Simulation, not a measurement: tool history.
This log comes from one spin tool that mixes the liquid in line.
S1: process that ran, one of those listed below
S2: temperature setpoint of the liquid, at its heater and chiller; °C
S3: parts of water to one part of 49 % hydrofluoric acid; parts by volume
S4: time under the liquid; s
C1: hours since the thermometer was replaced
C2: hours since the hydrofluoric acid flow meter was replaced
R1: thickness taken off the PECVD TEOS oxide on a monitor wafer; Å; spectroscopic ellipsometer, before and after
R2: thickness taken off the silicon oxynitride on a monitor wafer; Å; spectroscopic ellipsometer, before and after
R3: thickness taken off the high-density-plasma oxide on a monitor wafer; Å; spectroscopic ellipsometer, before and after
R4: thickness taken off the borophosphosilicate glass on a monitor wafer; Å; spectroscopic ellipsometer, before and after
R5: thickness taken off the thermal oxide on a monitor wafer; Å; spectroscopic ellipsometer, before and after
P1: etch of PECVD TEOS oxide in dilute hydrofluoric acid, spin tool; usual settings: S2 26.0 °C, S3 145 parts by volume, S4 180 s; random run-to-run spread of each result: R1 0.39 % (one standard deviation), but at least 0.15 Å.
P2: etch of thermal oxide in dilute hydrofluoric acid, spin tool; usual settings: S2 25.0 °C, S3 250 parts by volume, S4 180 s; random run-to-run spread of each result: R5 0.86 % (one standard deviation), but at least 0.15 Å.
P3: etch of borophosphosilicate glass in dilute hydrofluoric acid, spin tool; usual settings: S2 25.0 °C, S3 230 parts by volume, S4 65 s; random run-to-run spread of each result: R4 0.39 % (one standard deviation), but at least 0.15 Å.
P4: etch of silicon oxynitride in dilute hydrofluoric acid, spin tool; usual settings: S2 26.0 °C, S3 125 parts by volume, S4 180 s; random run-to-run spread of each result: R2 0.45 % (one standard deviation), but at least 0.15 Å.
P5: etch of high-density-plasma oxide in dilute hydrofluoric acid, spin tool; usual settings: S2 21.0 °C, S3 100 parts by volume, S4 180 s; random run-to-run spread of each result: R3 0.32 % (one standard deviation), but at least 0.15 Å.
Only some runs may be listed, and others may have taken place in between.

run	hour	S1	S2	S3	S4	C1	C2	R1	R2	R3	R4	R5
1	5.6	P1	26.0	145	180	1212.2	933.0	264.96				
2	12.1	P4	32.0	125	180	1218.7	939.5		76.854			
3	16.2	P4	26.0	125	320	1222.8	943.6		104.370			
4	22.6	P1	26.0	260	180	1229.2	950.0	130.57				
5	26.1	P1	20.5	145	180	1232.7	953.5	214.38				
6	31.0	P5	21.0	100	40	1237.6	958.4			17.853		
7	36.7	P3	25.0	340	65	1243.3	964.1				109.190	
8	42.6	P1	26.0	145	330	1249.2	970.0	485.32				
9	49.1	P5	21.0	100	180	1255.7	976.5			79.611		
10	55.4	P1	26.0	45	180	1262.0	982.8	969.00				
11	58.6	P2	25.0	250	60	1265.2	986.0					9.9756
12	63.3	P2	25.0	250	180	1269.9	990.7					29.9380
13	67.2	P4	26.0	35	180	1273.8	994.6		227.550			
14	70.7	P5	25.0	100	180	1277.3	998.1			92.905		
15	74.1	P3	25.0	230	15	1280.7	1001.5				41.433	
16	78.4	P5	21.0	45	180	1285.0	1005.8			189.070		
17	82.7	P1	32.5	145	70	1289.3	1010.1	130.77				
18	86.9	P2	25.0	65	180	1293.5	1014.3					145.7600
19	93.2	P1	26.0	145	180	1299.8	1020.6	265.02				

Run 20 is up next; what results do you expect?
20	96.8	P5	21.0	100	180	1303.4	1024.2			?		

R3: 79.322 Å
